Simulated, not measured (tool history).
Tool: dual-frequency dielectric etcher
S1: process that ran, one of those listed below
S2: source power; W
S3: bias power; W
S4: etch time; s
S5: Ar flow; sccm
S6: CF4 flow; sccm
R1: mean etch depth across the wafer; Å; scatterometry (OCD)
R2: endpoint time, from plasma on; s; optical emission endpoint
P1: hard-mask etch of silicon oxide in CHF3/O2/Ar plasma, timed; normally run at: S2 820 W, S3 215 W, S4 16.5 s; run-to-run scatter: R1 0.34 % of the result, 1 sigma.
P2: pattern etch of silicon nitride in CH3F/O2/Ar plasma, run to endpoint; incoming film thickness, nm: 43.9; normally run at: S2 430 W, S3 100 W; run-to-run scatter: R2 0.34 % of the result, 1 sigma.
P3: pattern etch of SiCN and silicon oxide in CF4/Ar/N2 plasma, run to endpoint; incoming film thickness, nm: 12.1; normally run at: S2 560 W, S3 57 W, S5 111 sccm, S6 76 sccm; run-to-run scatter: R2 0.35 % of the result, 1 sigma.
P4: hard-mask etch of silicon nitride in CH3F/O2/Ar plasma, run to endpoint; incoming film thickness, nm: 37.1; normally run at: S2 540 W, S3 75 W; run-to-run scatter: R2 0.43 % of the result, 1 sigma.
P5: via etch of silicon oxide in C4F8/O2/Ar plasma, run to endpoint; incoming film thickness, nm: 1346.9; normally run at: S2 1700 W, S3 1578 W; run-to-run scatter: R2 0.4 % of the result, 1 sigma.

| run | day | S1 | S2 | S3 | S4 | S5 | S6 | R1 | R2 |
|---|---|---|---|---|---|---|---|---|---|
| 1 | 0.283 | P1 | 820 | 215 | 16.5 |  |  | 381.68 |  |
| 2 | 0.642 | P1 | 820 | 215 | 16.5 |  |  | 385.2 |  |
| 3 | 0.85 | P1 | 1120 | 215 | 16.5 |  |  | 431.69 |  |
| 4 | 1.25 | P4 | 540 | 75 |  |  |  |  | 47.046 |
| 5 | 1.45 | P1 | 820 | 215 | 11.5 |  |  | 266.31 |  |
| 6 | 1.642 | P5 | 1700 | 1578 |  |  |  |  | 311.09 |
| 7 | 1.842 | P4 | 330 | 75 |  |  |  |  | 56.31 |
| 8 | 2.183 | P3 | 560 | 57 |  | 111 | 76 |  | 12.742 |
| 9 | 2.596 | P1 | 820 | 164 | 16.5 |  |  | 348.7 |  |
| 10 | 3 | P1 | 820 | 215 | 16.5 |  |  | 384.22 |  |
| 11 | 3.317 | P1 | 820 | 215 | 16.5 |  |  | 382.16 |  |
| 12 | 3.729 | P3 | 560 | 37 |  | 111 | 76 |  | 14.414 |
| 13 | 4.025 | P2 | 430 | 131 |  |  |  |  | 50.314 |
| 14 | 4.271 | P5 | 1700 | 2135 |  |  |  |  | 284.11 |
| 15 | 4.492 | P1 | 820 | 261 | 16.5 |  |  | 407.39 |  |
| 16 | 4.842 | P3 | 560 | 57 |  | 143 | 76 |  | 13.178 |
| 17 | 5.117 | P2 | 600 | 100 |  |  |  |  | 48.613 |
| 18 | 5.45 | P1 | 530 | 215 | 16.5 |  |  | 324.74 |  |
| 19 | 5.7 | P3 | 720 | 57 |  | 111 | 76 |  | 10.177 |
| 20 | 6.017 | P4 | 540 | 107 |  |  |  |  | 40.969 |
| 21 | 6.342 | P4 | 540 | 75 |  |  |  |  | 46.516 |
| 22 | 6.667 | P5 | 2210 | 1578 |  |  |  |  | 278.28 |
| 23 | 6.904 | P1 | 820 | 215 | 24.5 |  |  | 568.2 |  |
| 24 | 7.183 | P1 | 640 | 215 | 23.5 |  |  | 496.37 |  |
| 25 | 7.517 | P2 | 430 | 100 |  |  |  |  | 55.296 |
|  | 7.562 | bias power generator calibrated |
| 26 | 7.817 | P1 | 600 | 132 | 16.5 |  |  | 289.69 |  |
| 27 | 8.15 | P3 | 560 | 57 |  | 111 | 50 |  | 13.673 |
| 28 | 8.512 | P1 | 980 | 156 | 16.5 |  |  | 369.47 |  |
| 29 | 8.825 | P1 | 820 | 215 | 16.5 |  |  | 385.13 |  |
| 30 | 9.108 | P1 | 820 | 215 | 16.5 |  |  | 377.47 |  |
| 31 | 9.433 | P1 | 820 | 215 | 16.5 |  |  | 377.42 |  |
| 32 | 9.675 | P1 | 820 | 215 | 16.5 |  |  | 376.79 |  |
|  | 9.846 | wet clean of the chamber |
| 33 | 9.867 | P1 | 820 | 215 | 16.5 |  |  | 376.49 |  |
| 34 | 10.179 | P1 | 820 | 215 | 16.5 |  |  | 375.05 |  |
| 35 | 10.412 | P1 | 820 | 215 | 16.5 |  |  | 374.92 |  |
| 36 | 10.658 | P1 | 820 | 215 | 16.5 |  |  | 376.51 |  |

What P1 gives has crept away from where it was. These 2 causes fit the log equally well, each at the size given:
A: source power that arrives under what is set, % = 4.37
B: bias power that arrives under what is set, % = 4.89
The creep began at about day 8.825.
Why every other cause is out:
chamber walls in a state that lowers the etch rate, %: serviced at day 9.846, which brought nothing back

4 check runs are offered, each on 2 wafers whose results are averaged, their results left as question marks. Which one tells the causes apart?
| check 1 | 10.904 | P4 | 370 | 97 |  |  |  |  | ? |
| check 2 | 10.904 | P3 | 700 | 57 |  | 111 | 76 |  | ? |
| check 3 | 10.904 | P2 | 600 | 125 |  |  |  |  | ? |
| check 4 | 10.904 | P5 | 2200 | 2124 |  |  |  |  | ? |

What each check would give under each cause:
| check | result | if A | if B |
|---|---|---|---|
| check 1 | R2 | 49.887 | 49.97 |
| check 2 | R2 | 10.829 | 10.567 |
| check 3 | R2 | 45.93 | 46.024 |
| check 4 | R2 | 261.25 | 260.35 |
How far apart the two closest causes lie, in the result that separates them most: check 1 0.17 %; check 2 2.45 %; check 3 0.2 %; check 4 0.35 %
Only check 2 tells the causes apart: in the others they would give nearly the same result.

Check 2 was then run and gave: R2 10.841 s. Which cause is it?

It is A: source power that arrives under what is set, %.
